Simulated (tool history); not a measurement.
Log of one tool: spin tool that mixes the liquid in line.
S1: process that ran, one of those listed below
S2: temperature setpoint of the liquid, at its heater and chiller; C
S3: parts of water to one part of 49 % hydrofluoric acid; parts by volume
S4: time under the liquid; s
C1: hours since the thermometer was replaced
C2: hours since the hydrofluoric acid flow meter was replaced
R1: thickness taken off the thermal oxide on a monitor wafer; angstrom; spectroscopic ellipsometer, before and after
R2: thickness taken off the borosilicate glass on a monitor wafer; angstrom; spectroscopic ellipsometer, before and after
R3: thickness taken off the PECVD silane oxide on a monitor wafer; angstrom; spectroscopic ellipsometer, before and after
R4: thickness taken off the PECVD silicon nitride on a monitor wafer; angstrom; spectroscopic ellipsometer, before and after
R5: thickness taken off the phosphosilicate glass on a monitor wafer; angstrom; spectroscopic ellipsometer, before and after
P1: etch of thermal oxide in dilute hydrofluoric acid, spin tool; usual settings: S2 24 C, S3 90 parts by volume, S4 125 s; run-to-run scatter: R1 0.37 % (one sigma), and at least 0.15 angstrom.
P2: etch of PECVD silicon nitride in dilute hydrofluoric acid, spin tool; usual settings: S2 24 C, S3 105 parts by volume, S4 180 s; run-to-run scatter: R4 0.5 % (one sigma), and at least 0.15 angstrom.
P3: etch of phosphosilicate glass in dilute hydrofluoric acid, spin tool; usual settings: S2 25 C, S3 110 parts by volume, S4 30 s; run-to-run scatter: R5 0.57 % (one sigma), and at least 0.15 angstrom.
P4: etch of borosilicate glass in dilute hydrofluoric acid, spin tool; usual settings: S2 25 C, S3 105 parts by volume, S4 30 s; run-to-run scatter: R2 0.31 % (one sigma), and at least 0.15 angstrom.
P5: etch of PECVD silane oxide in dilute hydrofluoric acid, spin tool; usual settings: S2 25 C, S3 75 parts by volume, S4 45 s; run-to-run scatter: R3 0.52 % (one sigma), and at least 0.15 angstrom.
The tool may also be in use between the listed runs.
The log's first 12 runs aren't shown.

run 13 hour=62.9 | S1=P1 S2=24 S3=35 S4=125 | C1=373.3 C2=1219 | R1=183.36
run 14 hour=67.3 | S1=P3 S2=25 S3=190 S4=30 | C1=377.7 C2=1223.4 | R5=212.96
run 15 hour=72.1 | S1=P3 S2=25 S3=110 S4=15 | C1=382.5 C2=1228.2 | R5=203.92
run 16 hour=77.6 | S1=P1 S2=24 S3=90 S4=185 | C1=388 C2=1233.7 | R1=96.958
run 17 hour=81.9 | S1=P1 S2=31.5 S3=45 S4=125 | C1=392.3 C2=1238 | R1=189.66
run 18 hour=87 | S1=P4 S2=20 S3=105 S4=30 | C1=397.4 C2=1243.1 | R2=102.82
run 19 hour=91.5 | S1=P2 S2=24 S3=105 S4=85 | C1=401.9 C2=1247.6 | R4=20.782
run 20 hour=96.8 | S1=P2 S2=20 S3=105 S4=180 | C1=407.2 C2=1252.9 | R4=33.558
run 21 hour=103.1 | S1=P5 S2=25 S3=75 S4=45 | C1=413.5 C2=1259.2 | R3=141.49
run 22 hour=106.9 | S1=P5 S2=25 S3=75 S4=80 | C1=417.3 C2=1263 | R3=254.51
run 23 hour=110.1 | S1=P2 S2=24 S3=105 S4=180 | C1=420.5 C2=1266.2 | R4=43.501
run 24 hour=113.8 | S1=P1 S2=28.5 S3=90 S4=125 | C1=424.2 C2=1269.9 | R1=79.061
run 25 hour=118.3 | S1=P5 S2=25 S3=75 S4=45 | C1=428.7 C2=1274.4 | R3=143
run 26 hour=122.4 | S1=P1 S2=24 S3=130 S4=125 | C1=432.8 C2=1278.5 | R1=43.143
run 27 hour=128.5 | S1=P3 S2=25 S3=110 S4=30 | C1=438.9 C2=1284.6 | R5=407.24
run 28 hour=133 | S1=P4 S2=25 S3=105 S4=30 | C1=443.4 C2=1289.1 | R2=125.12
run 29 hour=136.9 | S1=P1 S2=24 S3=90 S4=125 | C1=447.3 C2=1293 | R1=65.528

Run 30 comes next. What will it give?
run 30 hour=140.4 | S1=P1 S2=24 S3=90 S4=125 | C1=450.8 C2=1296.5 | R1=?

{"run 30": {"R1": 66.198}}

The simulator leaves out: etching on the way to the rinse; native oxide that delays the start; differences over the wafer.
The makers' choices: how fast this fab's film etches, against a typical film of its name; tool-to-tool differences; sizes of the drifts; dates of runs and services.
